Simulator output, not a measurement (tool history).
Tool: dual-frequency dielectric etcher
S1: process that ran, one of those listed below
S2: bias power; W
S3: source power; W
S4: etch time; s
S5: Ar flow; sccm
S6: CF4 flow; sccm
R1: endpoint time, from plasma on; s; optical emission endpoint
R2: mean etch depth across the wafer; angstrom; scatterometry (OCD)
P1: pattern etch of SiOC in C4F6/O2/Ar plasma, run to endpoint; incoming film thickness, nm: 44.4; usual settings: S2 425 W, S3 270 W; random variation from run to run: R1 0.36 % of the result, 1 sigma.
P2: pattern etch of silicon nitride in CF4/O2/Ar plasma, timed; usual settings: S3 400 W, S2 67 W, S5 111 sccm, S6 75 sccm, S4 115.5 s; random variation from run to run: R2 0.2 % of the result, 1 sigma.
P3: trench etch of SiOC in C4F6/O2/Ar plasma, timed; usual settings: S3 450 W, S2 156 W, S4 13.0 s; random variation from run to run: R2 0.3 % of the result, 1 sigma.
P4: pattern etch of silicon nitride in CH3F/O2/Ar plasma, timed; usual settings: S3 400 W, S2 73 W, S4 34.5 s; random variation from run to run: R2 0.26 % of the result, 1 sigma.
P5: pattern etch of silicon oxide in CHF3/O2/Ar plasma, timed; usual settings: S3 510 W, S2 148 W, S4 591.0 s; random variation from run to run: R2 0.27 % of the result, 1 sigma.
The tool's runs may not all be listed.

Run 1, hour 3.9: S1 P1, S2 425 W, S3 270 W. Result: R1 18.436 s.
Run 2, hour 7.0: S1 P5, S2 148 W, S3 510 W, S4 734.0 s. Result: R2 12988.00 angstrom.
Run 3, hour 11.1: S1 P2, S2 67 W, S3 400 W, S4 115.5 s, S5 111 sccm, S6 75 sccm. Result: R2 1932.80 angstrom.
Run 4, hour 15.4: S1 P3, S2 156 W, S3 290 W, S4 13.0 s. Result: R2 227.09 angstrom.
Run 5, hour 18.3: S1 P4, S2 73 W, S3 400 W, S4 34.5 s. Result: R2 247.75 angstrom.
Run 6, hour 20.4: S1 P3, S2 156 W, S3 450 W, S4 7.0 s. Result: R2 145.23 angstrom.
Run 7, hour 22.8: S1 P1, S2 274 W, S3 350 W. Result: R1 19.676 s.
Run 8, hour 25.5: S1 P2, S2 67 W, S3 400 W, S4 115.5 s, S5 75 sccm, S6 75 sccm. Result: R2 2020.60 angstrom.
Run 9, hour 27.4: S1 P5, S2 148 W, S3 690 W, S4 591.0 s. Result: R2 11730.00 angstrom.
Run 10, hour 30.4: S1 P1, S2 425 W, S3 270 W. Result: R1 18.450 s.
Run 11, hour 32.7: S1 P1, S2 591 W, S3 270 W. Result: R1 16.341 s.
Run 12, hour 36.2: S1 P5, S2 148 W, S3 510 W, S4 591.0 s. Result: R2 10416.00 angstrom.
Run 13, hour 39.9: S1 P1, S2 282 W, S3 180 W. Result: R1 24.887 s.
Run 14, hour 42.5: S1 P1, S2 425 W, S3 270 W. Result: R1 18.516 s.
Run 15, hour 45.1: S1 P2, S2 67 W, S3 400 W, S4 115.5 s, S5 111 sccm, S6 102 sccm. Result: R2 2008.40 angstrom.
Run 16, hour 48.9: S1 P4, S2 73 W, S3 400 W, S4 34.5 s. Result: R2 247.51 angstrom.
Run 17, hour 51.9: S1 P2, S2 67 W, S3 320 W, S4 115.5 s, S5 111 sccm, S6 75 sccm. Result: R2 1607.60 angstrom.
Run 18, hour 54.3: S1 P2, S2 93 W, S3 400 W, S4 115.5 s, S5 111 sccm, S6 75 sccm. Result: R2 2229.40 angstrom.
Run 19, hour 57.9: S1 P3, S2 156 W, S3 450 W, S4 13.0 s. Result: R2 269.69 angstrom.
Run 20, hour 60.5: S1 P4, S2 73 W, S3 400 W, S4 50.0 s. Result: R2 359.09 angstrom.
Run 21, hour 63.6: S1 P4, S2 97 W, S3 400 W, S4 34.5 s. Result: R2 273.61 angstrom.
Run 22, hour 67.1: S1 P5, S2 179 W, S3 510 W, S4 591.0 s. Result: R2 11121.00 angstrom.
Run 23, hour 71.0: S1 P2, S2 67 W, S3 400 W, S4 115.5 s, S5 111 sccm, S6 75 sccm. Result: R2 1931.70 angstrom.
Run 24, hour 73.2: S1 P2, S2 67 W, S3 400 W, S4 63.5 s, S5 111 sccm, S6 75 sccm. Result: R2 1065.30 angstrom.
Run 25, hour 77.5: S1 P1, S2 425 W, S3 270 W. Result: R1 18.575 s.
Run 26, hour 81.4: S1 P1, S2 425 W, S3 330 W. Result: R1 17.108 s.
Run 27, hour 84.1: S1 P1, S2 315 W, S3 270 W. Result: R1 20.616 s.
Run 28, hour 88.2: S1 P3, S2 217 W, S3 450 W, S4 13.0 s. Result: R2 298.36 angstrom.
Run 29, hour 92.1: S1 P1, S2 425 W, S3 190 W. Result: R1 21.130 s.
Run 30, hour 95.8: S1 P1, S2 425 W, S3 270 W. Result: R1 18.482 s.
Run 31, hour 98.5: S1 P3, S2 156 W, S3 450 W, S4 13.0 s. Result: R2 268.88 angstrom.
Run 32, hour 102.1: S1 P4, S2 73 W, S3 500 W, S4 34.5 s. Result: R2 269.50 angstrom.
Run 33, hour 105.5: S1 P1, S2 425 W, S3 270 W. Result: R1 18.460 s.
Run 34, hour 108.1: S1 P1, S2 425 W, S3 270 W. Result: R1 18.335 s.
Run 35, hour 110.8: S1 P1, S2 425 W, S3 270 W. Result: R1 18.253 s.
Run 36, hour 114.3: S1 P1, S2 425 W, S3 270 W. Result: R1 18.253 s.
At hour 117.8: wet clean of the chamber.
Run 37, hour 118.6: S1 P1, S2 425 W, S3 270 W. Result: R1 18.115 s.
Run 38, hour 123.1: S1 P1, S2 425 W, S3 270 W. Result: R1 18.061 s.
Run 39, hour 126.8: S1 P1, S2 425 W, S3 270 W. Result: R1 18.116 s.

What P1 gives has crept away from where it was. These 2 causes fit the log equally well, each at the size given:
A: bias power that arrives over what is set, % = 4.89
B: source power that arrives over what is set, % = 4.94
The creep began at about hour 105.5.
Why every other cause is out:
chamber walls in a state that raises the etch rate, %: serviced at hour 117.8, which brought nothing back

4 check runs are offered, one wafer each, their results left as question marks. Which one tells the causes apart?
Run check 1, hour 130.5: S1 P4, S2 73 W, S3 490 W, S4 34.5 s. Result: R2 ?.
Run check 2, hour 130.5: S1 P2, S2 67 W, S3 400 W, S4 63.5 s, S5 111 sccm, S6 75 sccm. Result: R2 ?.
Run check 3, hour 130.5: S1 P3, S2 183 W, S3 450 W, S4 8.5 s. Result: R2 ?.
Run check 4, hour 130.5: S1 P5, S2 148 W, S3 680 W, S4 591.0 s. Result: R2 ?.

What each check would give under each cause:
  check  result      if A      if B
check 1      R2    272.05    272.63
check 2      R2   1085.10   1108.50
check 3      R2    188.06    188.76
check 4      R2  11840.00  11880.00
How far apart the two closest causes lie, in the result that separates them most: check 1 0.21 %; check 2 2.13 %; check 3 0.37 %; check 4 0.34 %
Check 2 tells the causes apart: in the others they would give nearly the same result.

Check 2 was then run and gave: R2 1107.60 angstrom. Which cause is it?

It is B: source power that arrives over what is set, %.
